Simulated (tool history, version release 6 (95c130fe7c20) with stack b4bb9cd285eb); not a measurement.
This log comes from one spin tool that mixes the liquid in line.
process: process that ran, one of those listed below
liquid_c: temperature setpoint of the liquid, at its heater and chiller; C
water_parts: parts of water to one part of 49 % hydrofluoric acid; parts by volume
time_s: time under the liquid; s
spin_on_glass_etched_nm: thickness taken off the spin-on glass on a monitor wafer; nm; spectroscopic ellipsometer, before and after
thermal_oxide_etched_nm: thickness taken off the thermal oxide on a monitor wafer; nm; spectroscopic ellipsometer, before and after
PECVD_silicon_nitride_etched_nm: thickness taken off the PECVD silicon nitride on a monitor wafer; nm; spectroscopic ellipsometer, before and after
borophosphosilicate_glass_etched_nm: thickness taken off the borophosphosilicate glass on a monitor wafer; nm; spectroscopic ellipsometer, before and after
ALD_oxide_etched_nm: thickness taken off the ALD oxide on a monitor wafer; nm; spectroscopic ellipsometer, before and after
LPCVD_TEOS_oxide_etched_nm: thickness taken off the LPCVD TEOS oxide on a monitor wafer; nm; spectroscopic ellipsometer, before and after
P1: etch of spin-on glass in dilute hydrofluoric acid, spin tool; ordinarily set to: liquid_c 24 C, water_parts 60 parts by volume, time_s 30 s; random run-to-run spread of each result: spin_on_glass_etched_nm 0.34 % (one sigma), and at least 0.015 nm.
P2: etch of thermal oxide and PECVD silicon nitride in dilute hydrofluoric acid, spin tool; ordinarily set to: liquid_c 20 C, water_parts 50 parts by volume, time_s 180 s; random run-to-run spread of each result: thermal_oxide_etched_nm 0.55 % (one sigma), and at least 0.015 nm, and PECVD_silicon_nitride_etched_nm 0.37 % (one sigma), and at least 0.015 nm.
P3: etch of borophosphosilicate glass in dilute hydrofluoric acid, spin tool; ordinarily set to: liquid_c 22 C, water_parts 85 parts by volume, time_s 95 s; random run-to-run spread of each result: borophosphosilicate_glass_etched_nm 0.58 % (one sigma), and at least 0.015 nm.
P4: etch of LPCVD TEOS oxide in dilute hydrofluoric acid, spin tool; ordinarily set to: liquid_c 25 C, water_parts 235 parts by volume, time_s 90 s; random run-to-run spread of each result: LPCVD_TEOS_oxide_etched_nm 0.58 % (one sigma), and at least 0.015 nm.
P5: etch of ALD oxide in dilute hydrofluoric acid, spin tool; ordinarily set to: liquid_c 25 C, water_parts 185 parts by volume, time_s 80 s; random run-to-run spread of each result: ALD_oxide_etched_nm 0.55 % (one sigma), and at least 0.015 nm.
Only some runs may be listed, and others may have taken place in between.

run    day  process  liquid_c  water_parts  time_s  spin_on_glass_etched_nm  thermal_oxide_etched_nm  PECVD_silicon_nitride_etched_nm  borophosphosilicate_glass_etched_nm  ALD_oxide_etched_nm  LPCVD_TEOS_oxide_etched_nm
  1  0.338       P1        24           60      30                   32.941
  2  0.729       P1        24           60      15                   16.502
  3  1.033       P2        20           50     180                                             15.06                           10.654
  4  1.354       P3        22           85      95                                                                                                                  31.858
  5  1.838       P5        25           50      80                                                                                                                                       24.163
  6    2.2       P1        24           60      30                   32.765
  7  2.542       P4        25          235      15                                                                                                                                                                   1.7749
  8  2.883       P4        25          235      90                                                                                                                                                                   10.576
  9  3.308       P3        22           85      50                                                                                                                  16.662
 10  3.667       P4        32          235      90                                                                                                                                                                   13.619
 11  3.921       P2        20           25     180                                            31.032                           20.821
 12  4.358       P2        20           50     100                                            8.2813                           5.9589
 13  4.896       P4        25           45      90                                                                                                                                                                   70.844
 14  5.138       P1        24           20      30                   104.24
 15  5.575       P1        24           60      30                    33.04
 16  5.829       P3        17           85      95                                                                                                                  25.715
 17  6.212       P3        22          130      95                                                                                                                  19.742
 18  6.625       P2        20           50     180                                            14.838                           10.597
 19  6.875       P1        24           85      30                   22.685
 20  7.438       P1      19.5           60      30                   27.487
 21  7.917       P2        17           50     180                                            13.271                           8.5744
 22  8.279       P1        24           60      30                   32.866

What will run 23 give?
 23  8.675       P1        24           60      55                        ?

Run 23 gave spin_on_glass_etched_nm 60.395 nm.
